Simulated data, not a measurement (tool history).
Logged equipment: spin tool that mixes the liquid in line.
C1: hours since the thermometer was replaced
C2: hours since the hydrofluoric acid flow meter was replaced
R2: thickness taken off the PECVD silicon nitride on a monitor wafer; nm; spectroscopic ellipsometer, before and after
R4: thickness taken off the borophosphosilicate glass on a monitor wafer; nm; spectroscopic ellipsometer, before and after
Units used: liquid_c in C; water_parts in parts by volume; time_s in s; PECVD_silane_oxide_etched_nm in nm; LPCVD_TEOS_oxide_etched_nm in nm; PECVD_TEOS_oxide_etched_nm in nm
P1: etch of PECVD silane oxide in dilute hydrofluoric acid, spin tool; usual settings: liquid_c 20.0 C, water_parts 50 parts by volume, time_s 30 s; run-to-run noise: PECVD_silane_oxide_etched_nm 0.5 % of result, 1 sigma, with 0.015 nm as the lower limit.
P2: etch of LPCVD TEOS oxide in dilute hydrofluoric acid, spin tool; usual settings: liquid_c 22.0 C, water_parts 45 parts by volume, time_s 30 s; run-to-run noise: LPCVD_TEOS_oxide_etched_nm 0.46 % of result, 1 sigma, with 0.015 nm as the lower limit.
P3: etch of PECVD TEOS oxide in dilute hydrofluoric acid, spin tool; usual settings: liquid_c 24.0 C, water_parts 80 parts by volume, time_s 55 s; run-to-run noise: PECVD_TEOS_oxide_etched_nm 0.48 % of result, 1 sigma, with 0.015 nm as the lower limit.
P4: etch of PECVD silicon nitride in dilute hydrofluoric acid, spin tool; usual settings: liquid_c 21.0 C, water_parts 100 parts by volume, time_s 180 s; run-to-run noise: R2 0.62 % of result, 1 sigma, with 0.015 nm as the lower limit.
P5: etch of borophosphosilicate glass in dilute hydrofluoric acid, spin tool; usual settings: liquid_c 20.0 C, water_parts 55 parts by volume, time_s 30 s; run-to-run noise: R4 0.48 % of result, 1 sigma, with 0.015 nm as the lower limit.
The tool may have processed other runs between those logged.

Run 1, hour 10.0: process P1, liquid_c 20.0 C, water_parts 50 parts by volume, time_s 30 s; C1 1321.2; C2 1641.6. Result: PECVD_silane_oxide_etched_nm 9.5307 nm.
Run 2, hour 25.3: process P4, liquid_c 21.0 C, water_parts 100 parts by volume, time_s 180 s; C1 1336.5; C2 1656.9. Result: R2 3.3438 nm.
Run 3, hour 36.9: process P1, liquid_c 20.0 C, water_parts 25 parts by volume, time_s 30 s; C1 1348.1; C2 1668.5. Result: PECVD_silane_oxide_etched_nm 19.4170 nm.
Run 4, hour 47.7: process P2, liquid_c 22.0 C, water_parts 25 parts by volume, time_s 30 s; C1 1358.9; C2 1679.3. Result: LPCVD_TEOS_oxide_etched_nm 39.586 nm.
Run 5, hour 63.7: process P5, liquid_c 28.0 C, water_parts 55 parts by volume, time_s 30 s; C1 1374.9; C2 1695.3. Result: R4 21.984 nm.
Run 6, hour 72.2: process P1, liquid_c 26.0 C, water_parts 50 parts by volume, time_s 30 s; C1 1383.4; C2 1703.8. Result: PECVD_silane_oxide_etched_nm 12.1990 nm.
Run 7, hour 81.0: process P2, liquid_c 22.0 C, water_parts 45 parts by volume, time_s 30 s; C1 1392.2; C2 1712.6. Result: LPCVD_TEOS_oxide_etched_nm 21.226 nm.
Run 8, hour 91.1: process P1, liquid_c 20.0 C, water_parts 50 parts by volume, time_s 30 s; C1 1402.3; C2 1722.7. Result: PECVD_silane_oxide_etched_nm 9.4834 nm.
Run 9, hour 103.0: process P1, liquid_c 20.0 C, water_parts 50 parts by volume, time_s 55 s; C1 1414.2; C2 1734.6. Result: PECVD_silane_oxide_etched_nm 17.4410 nm.
Run 10, hour 115.8: process P1, liquid_c 20.0 C, water_parts 50 parts by volume, time_s 15 s; C1 1427.0; C2 1747.4. Result: PECVD_silane_oxide_etched_nm 4.7633 nm.
Run 11, hour 127.3: process P5, liquid_c 20.0 C, water_parts 55 parts by volume, time_s 30 s; C1 1438.5; C2 1758.9. Result: R4 16.113 nm.
Run 12, hour 143.0: process P1, liquid_c 20.0 C, water_parts 20 parts by volume, time_s 60 s; C1 1454.2; C2 1774.6. Result: PECVD_silane_oxide_etched_nm 49.1000 nm.
Run 13, hour 158.6: process P5, liquid_c 20.0 C, water_parts 55 parts by volume, time_s 50 s; C1 1469.8; C2 1790.2. Result: R4 26.459 nm.
Run 14, hour 170.7: process P4, liquid_c 21.0 C, water_parts 100 parts by volume, time_s 350 s; C1 1481.9; C2 1802.3. Result: R2 6.5271 nm.
Run 15, hour 184.8: process P3, liquid_c 29.5 C, water_parts 80 parts by volume, time_s 55 s; C1 1496.0; C2 1816.4. Result: PECVD_TEOS_oxide_etched_nm 14.1920 nm.
Run 16, hour 197.1: process P1, liquid_c 20.0 C, water_parts 50 parts by volume, time_s 30 s; C1 1508.3; C2 1828.7. Result: PECVD_silane_oxide_etched_nm 9.4527 nm.
Run 17, hour 211.2: process P4, liquid_c 21.0 C, water_parts 145 parts by volume, time_s 180 s; C1 1522.4; C2 1842.8. Result: R2 2.3029 nm.
Run 18, hour 220.4: process P1, liquid_c 17.0 C, water_parts 50 parts by volume, time_s 30 s; C1 1531.6; C2 1852.0. Result: PECVD_silane_oxide_etched_nm 8.4120 nm.
Run 19, hour 235.3: process P3, liquid_c 24.0 C, water_parts 80 parts by volume, time_s 55 s; C1 1546.5; C2 1866.9. Result: PECVD_TEOS_oxide_etched_nm 11.5570 nm.
Run 20, hour 245.0: process P1, liquid_c 20.0 C, water_parts 50 parts by volume, time_s 30 s; C1 1556.2; C2 1876.6. Result: PECVD_silane_oxide_etched_nm 9.5519 nm.
Run 21, hour 260.8: process P3, liquid_c 24.0 C, water_parts 80 parts by volume, time_s 15 s; C1 1572.0; C2 1892.4. Result: PECVD_TEOS_oxide_etched_nm 3.1097 nm.
Run 22, hour 274.9: process P2, liquid_c 28.0 C, water_parts 45 parts by volume, time_s 30 s; C1 1586.1; C2 1906.5. Result: LPCVD_TEOS_oxide_etched_nm 27.152 nm.
Run 23, hour 289.2: process P1, liquid_c 20.0 C, water_parts 25 parts by volume, time_s 15 s; C1 1600.4; C2 1920.8. Result: PECVD_silane_oxide_etched_nm 9.8383 nm.
Run 24, hour 303.2: process P2, liquid_c 22.0 C, water_parts 45 parts by volume, time_s 15 s; C1 1614.4; C2 1934.8. Result: LPCVD_TEOS_oxide_etched_nm 10.538 nm.
Run 25, hour 319.1: process P1, liquid_c 20.0 C, water_parts 85 parts by volume, time_s 30 s; C1 1630.3; C2 1950.7. Result: PECVD_silane_oxide_etched_nm 5.3646 nm.

Run 26 has not been measured yet. What should we expect?
Run 26, hour 329.9: process P3, liquid_c 24.0 C, water_parts 20 parts by volume, time_s 55 s; C1 1641.1; C2 1961.5. Result: PECVD_TEOS_oxide_etched_nm ?.

Run 26 yielded PECVD_TEOS_oxide_etched_nm 50.4310 nm.

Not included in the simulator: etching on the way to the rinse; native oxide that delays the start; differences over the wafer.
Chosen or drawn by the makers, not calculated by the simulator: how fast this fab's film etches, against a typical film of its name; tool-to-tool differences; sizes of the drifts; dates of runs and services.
